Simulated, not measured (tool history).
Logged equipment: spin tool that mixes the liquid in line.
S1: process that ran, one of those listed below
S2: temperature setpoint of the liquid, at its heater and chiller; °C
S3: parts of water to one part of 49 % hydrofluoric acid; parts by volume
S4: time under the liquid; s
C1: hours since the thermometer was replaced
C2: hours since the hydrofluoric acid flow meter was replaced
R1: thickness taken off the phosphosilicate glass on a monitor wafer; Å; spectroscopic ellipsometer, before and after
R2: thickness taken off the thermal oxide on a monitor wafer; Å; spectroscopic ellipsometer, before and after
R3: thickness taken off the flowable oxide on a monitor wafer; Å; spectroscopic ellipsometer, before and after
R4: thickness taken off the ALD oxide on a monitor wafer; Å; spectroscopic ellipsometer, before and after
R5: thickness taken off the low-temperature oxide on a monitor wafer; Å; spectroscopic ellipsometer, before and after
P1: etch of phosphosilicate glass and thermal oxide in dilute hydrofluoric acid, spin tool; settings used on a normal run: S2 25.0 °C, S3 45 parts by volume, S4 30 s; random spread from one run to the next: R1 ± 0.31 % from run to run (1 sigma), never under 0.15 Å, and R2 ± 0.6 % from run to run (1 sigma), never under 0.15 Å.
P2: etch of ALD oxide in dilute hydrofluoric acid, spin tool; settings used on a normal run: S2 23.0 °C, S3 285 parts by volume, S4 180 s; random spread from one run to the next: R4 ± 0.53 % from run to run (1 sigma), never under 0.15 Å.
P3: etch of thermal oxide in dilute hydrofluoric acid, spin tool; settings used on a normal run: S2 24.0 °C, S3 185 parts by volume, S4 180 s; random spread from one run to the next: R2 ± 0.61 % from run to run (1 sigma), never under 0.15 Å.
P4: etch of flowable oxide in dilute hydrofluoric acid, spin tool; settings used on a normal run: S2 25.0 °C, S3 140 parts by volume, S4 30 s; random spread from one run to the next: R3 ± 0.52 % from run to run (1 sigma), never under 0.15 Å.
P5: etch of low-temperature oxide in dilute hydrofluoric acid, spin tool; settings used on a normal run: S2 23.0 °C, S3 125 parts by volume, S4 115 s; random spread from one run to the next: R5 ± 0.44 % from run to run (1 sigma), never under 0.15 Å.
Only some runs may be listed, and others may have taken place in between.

run     day  S1    S2   S3   S4      C1     C2       R1       R2       R3       R4       R5
  1   0.429  P1  25.0   45   30  1028.6  263.1   452.34   34.795
  2   0.817  P3  24.0   45  180  1037.9  272.4           199.870
  3   1.304  P4  25.0  140   15  1049.6  284.1                     41.430
  4   1.662  P2  23.0  285  345  1058.2  292.7                              96.132
  5   1.967  P1  25.0   25   15  1065.5  300.0   417.37   32.438
  6   2.317  P1  31.0   45   30  1073.9  308.4   577.59   45.663
  7   2.608  P1  25.0   45   30  1080.9  315.4   447.70   35.367
  8   3.117  P1  19.0   45   30  1093.1  327.6   352.08   27.522
  9   3.554  P1  25.0   45   15  1103.6  338.1   225.67   17.549
 10   4.138  P5  23.0  125  180  1117.6  352.1                                      138.920
 11   4.483  P5  17.0  125  115  1125.9  360.4                                       69.928
 12   5.104  P3  17.0  185  180  1140.8  375.3            31.148
 13   5.388  P1  25.0   45   45  1147.6  382.1   679.30   53.069
 14   5.938  P5  23.0  125  115  1160.8  395.3                                       89.137
 15   6.550  P4  25.0  140   30  1175.5  410.0                     82.840
 16   6.942  P1  25.0   45   30  1184.9  419.4   452.69   35.166
 17   7.221  P1  25.0   45   30  1191.6  426.1   450.27   35.325
 18   7.825  P1  25.0   45   30  1206.1  440.6   452.59   34.972
 19   8.183  P3  24.0  185  360  1214.7  449.2            81.280
 20   8.662  P2  23.0  285  180  1226.2  460.7                              49.696
 21   9.117  P1  25.0   45   30  1237.1  471.6   452.34   35.174
 22   9.621  P1  25.0   75   30  1249.2  483.7   259.37   20.159
 23   9.908  P2  23.0  115  180  1256.1  490.6                             147.080
 24  10.383  P4  20.0  140   30  1267.5  502.0                     68.620
 25  10.850  P2  30.5  285  180  1278.7  513.2                              64.101
 26  11.350  P1  25.0   20   30  1290.7  525.2  1054.50   81.689
 27  11.700  P4  25.0   45   30  1299.1  533.6                    289.820
 28  12.025  P3  24.0  185  180  1306.9  541.4            40.952
 29  12.329  P4  25.0  140   30  1314.2  548.7                     81.981
 30  12.779  P5  23.0   30  115  1325.0  559.5                                      417.740
 31  13.350  P1  25.0   45   30  1338.7  573.2   451.03   35.061
 32  13.858  P1  25.0   45   30  1350.9  585.4   473.49   37.569
 33  14.408  P1  25.0   45   30  1364.1  598.6   485.77   38.260
 34  14.767  P1  25.0   45   30  1372.7  607.2   492.66   38.220
 35  15.167  P1  25.0   45   30  1382.3  616.8   494.50   38.370
 36  15.467  P1  25.0   45   30  1389.5  624.0   493.32   38.574
 37  16.012  P1  25.0   45   30  1402.6  637.1   494.41   38.965

P1 has crept away from where it was. The log is fitted equally well by each of these 2 causes, at the sizes shown:
A: hydrofluoric acid flow above the setpoint (%) = 9.13
B: liquid hotter than its thermometer reads (K) = 2.28
The gradual shift began around day 13.350.

Which of the 4 check runs listed below separates the causes, so that each cause would produce a clearly different result? Each run uses one wafer, and its results are marked with question marks.
check 1  16.558  P4  21.5  140   30                   ?
check 2  16.558  P2  28.0  285  345                       ?
check 3  16.558  P5  18.5  125  115                           ?
check 4  16.558  P3  24.0   70  350               ?

If the cause were each of the candidates in turn, the checks would give the following:
  check  result     if A     if B
check 1      R3   79.479   78.587
check 2      R4  127.160  122.390
check 3      R5   81.777   81.300
check 4      R2  266.550  265.620
Minimum pairwise separation of causes per check, each pair taken at its best-separating result: check 1 1.13 %; check 2 3.83 %; check 3 0.59 %; check 4 0.35 %
Only check 2 tells the causes apart: in the others they would give nearly the same result.

With check 2 done, the readings were: R4 121.600 Å. Identify which of the listed causes applies.

The correct cause is B, namely: liquid hotter than its thermometer reads (K).
